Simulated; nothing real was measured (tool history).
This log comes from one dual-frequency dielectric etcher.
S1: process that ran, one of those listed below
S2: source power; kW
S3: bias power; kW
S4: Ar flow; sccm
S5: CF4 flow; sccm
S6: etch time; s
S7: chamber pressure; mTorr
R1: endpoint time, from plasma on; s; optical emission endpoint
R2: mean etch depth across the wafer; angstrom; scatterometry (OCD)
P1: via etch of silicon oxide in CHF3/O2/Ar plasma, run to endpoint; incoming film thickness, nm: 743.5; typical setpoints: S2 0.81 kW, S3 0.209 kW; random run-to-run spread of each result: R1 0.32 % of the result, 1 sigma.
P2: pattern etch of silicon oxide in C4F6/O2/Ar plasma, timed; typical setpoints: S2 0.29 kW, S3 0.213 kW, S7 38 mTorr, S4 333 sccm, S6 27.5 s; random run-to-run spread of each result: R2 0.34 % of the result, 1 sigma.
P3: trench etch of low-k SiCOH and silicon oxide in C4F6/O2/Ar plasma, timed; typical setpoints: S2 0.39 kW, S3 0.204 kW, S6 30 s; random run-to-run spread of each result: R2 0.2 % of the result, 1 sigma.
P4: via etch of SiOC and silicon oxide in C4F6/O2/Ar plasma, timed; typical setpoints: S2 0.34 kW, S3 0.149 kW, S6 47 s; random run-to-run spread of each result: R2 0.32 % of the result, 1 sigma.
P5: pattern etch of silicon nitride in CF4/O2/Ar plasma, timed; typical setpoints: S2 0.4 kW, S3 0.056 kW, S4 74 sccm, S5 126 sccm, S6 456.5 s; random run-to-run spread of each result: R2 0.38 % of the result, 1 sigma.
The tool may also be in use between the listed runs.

run	hour	S1	S2	S3	S4	S5	S6	S7	R1	R2
1	8.7	P1	0.81	0.209					309.36	
2	15.7	P1	1.13	0.209					272.2	
3	21.2	P1	1.08	0.137					317.19	
4	26.4	P1	0.59	0.263					319.94	
5	30.6	P5	0.4	0.056	49	126	456.5			8067
6	37.9	P2	0.29	0.213	333		27.5	38		768.06
7	42.1	P4	0.34	0.209			47			522.97
# hour 46.5: wet clean of the chamber
8	48.3	P1	0.81	0.209					308.77	
9	52.5	P1	1.11	0.26					255.74	
10	57.7	P2	0.29	0.213	333		27.5	45		754.48
11	64.1	P1	0.81	0.209					308.16	
12	70.8	P1	0.81	0.209					308.65	
13	75.5	P4	0.34	0.149			47			466.85
14	79.9	P1	0.81	0.286					276.15	
15	85.7	P4	0.25	0.149			47			411.68
16	93.4	P5	0.4	0.056	74	126	456.5			7874.5
17	100.8	P1	0.81	0.209					308.52	
18	107.7	P3	0.39	0.285			30			1118.1
19	111.8	P5	0.4	0.056	74	93	456.5			7620.1
20	119.6	P5	0.53	0.056	74	126	456.5			10033
21	124.7	P5	0.4	0.034	74	126	456.5			6586.3
22	129.6	P3	0.54	0.204			30			1138.8
23	136.8	P2	0.29	0.156	333		27.5	38		693.79
24	141.9	P2	0.29	0.213	333		41	38		1140.4
25	148.6	P3	0.39	0.204			30			1000.9
26	154.3	P2	0.29	0.213	195		27.5	38		818.27
27	161.5	P1	0.81	0.152					342.38	

What does the tool deliver on the next run?
28	170.3	P4	0.34	0.149			63			?

R2: 625.32 angstrom
